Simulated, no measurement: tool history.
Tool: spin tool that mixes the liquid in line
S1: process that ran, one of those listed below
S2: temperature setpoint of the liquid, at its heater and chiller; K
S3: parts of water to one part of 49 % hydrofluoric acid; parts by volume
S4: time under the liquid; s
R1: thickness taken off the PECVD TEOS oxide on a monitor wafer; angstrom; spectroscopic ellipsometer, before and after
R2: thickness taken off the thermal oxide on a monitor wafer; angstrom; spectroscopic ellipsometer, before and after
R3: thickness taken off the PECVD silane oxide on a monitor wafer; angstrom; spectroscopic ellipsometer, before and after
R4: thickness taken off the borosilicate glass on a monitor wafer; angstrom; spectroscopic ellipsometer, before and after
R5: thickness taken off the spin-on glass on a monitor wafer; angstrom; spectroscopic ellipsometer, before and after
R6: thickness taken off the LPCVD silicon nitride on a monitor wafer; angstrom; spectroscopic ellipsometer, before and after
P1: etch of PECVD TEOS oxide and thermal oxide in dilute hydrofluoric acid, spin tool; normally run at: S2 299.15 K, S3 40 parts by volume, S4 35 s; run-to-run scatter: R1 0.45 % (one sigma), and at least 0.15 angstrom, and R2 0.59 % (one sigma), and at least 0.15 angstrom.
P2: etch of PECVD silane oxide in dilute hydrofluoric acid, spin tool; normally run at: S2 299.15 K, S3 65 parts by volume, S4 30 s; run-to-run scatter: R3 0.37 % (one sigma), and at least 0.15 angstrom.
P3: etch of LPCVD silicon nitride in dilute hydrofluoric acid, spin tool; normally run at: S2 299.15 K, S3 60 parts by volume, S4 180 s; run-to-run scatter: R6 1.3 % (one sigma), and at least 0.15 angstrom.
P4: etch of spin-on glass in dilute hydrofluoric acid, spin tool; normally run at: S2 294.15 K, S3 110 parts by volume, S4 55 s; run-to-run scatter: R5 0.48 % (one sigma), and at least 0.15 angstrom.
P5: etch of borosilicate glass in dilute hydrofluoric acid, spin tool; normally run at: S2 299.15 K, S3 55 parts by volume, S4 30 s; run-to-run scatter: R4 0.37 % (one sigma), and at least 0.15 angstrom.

Run 1, hour 16.0: S1 P1, S2 299.15 K, S3 40 parts by volume, S4 35 s. Result: R1 201.650 angstrom, R2 51.022 angstrom.
Run 2, hour 27.6: S1 P2, S2 299.15 K, S3 65 parts by volume, S4 30 s. Result: R3 166.670 angstrom.
Run 3, hour 44.3: S1 P5, S2 299.15 K, S3 85 parts by volume, S4 30 s. Result: R4 101.40 angstrom.
Run 4, hour 57.7: S1 P2, S2 299.15 K, S3 65 parts by volume, S4 15 s. Result: R3 83.271 angstrom.
Run 5, hour 74.4: S1 P1, S2 292.15 K, S3 40 parts by volume, S4 35 s. Result: R1 150.640 angstrom, R2 38.121 angstrom.
Run 6, hour 92.1: S1 P5, S2 303.15 K, S3 55 parts by volume, S4 30 s. Result: R4 192.99 angstrom.
Run 7, hour 109.4: S1 P1, S2 299.15 K, S3 70 parts by volume, S4 50 s. Result: R1 157.730 angstrom, R2 40.090 angstrom.
Run 8, hour 122.5: S1 P4, S2 294.15 K, S3 110 parts by volume, S4 55 s. Result: R5 156.360 angstrom.
Run 9, hour 133.8: S1 P1, S2 299.15 K, S3 40 parts by volume, S4 35 s. Result: R1 201.490 angstrom, R2 51.446 angstrom.
Run 10, hour 144.8: S1 P2, S2 306.15 K, S3 65 parts by volume, S4 30 s. Result: R3 219.400 angstrom.
Run 11, hour 153.7: S1 P2, S2 299.15 K, S3 20 parts by volume, S4 30 s. Result: R3 578.230 angstrom.
Run 12, hour 166.6: S1 P3, S2 299.15 K, S3 60 parts by volume, S4 45 s. Result: R6 4.3961 angstrom.
Run 13, hour 183.5: S1 P3, S2 299.15 K, S3 20 parts by volume, S4 180 s. Result: R6 50.3030 angstrom.
Run 14, hour 193.1: S1 P1, S2 304.15 K, S3 65 parts by volume, S4 35 s. Result: R1 146.150 angstrom, R2 37.105 angstrom.
Run 15, hour 203.0: S1 P1, S2 299.15 K, S3 20 parts by volume, S4 35 s. Result: R1 414.060 angstrom, R2 106.370 angstrom.
Run 16, hour 214.4: S1 P1, S2 299.15 K, S3 40 parts by volume, S4 50 s. Result: R1 288.200 angstrom, R2 73.180 angstrom.
Run 17, hour 223.4: S1 P4, S2 294.15 K, S3 110 parts by volume, S4 110 s. Result: R5 313.900 angstrom.
Run 18, hour 234.1: S1 P3, S2 294.65 K, S3 60 parts by volume, S4 180 s. Result: R6 12.0030 angstrom.
Run 19, hour 244.8: S1 P1, S2 299.15 K, S3 40 parts by volume, S4 15 s. Result: R1 86.534 angstrom, R2 21.889 angstrom.
Run 20, hour 256.0: S1 P5, S2 299.15 K, S3 55 parts by volume, S4 30 s. Result: R4 163.99 angstrom.
Run 21, hour 274.0: S1 P4, S2 290.15 K, S3 110 parts by volume, S4 55 s. Result: R5 132.070 angstrom.
At hour 280.0: thermometer replaced.
Run 22, hour 285.3: S1 P4, S2 294.15 K, S3 175 parts by volume, S4 55 s. Result: R5 91.259 angstrom.

Run 23 comes next. What will it give?
Run 23, hour 302.8: S1 P1, S2 299.15 K, S3 40 parts by volume, S4 35 s. Result: R1 ?, R2 ?.

{"run 23": {"R1": 201.12, "R2": 51.23}}

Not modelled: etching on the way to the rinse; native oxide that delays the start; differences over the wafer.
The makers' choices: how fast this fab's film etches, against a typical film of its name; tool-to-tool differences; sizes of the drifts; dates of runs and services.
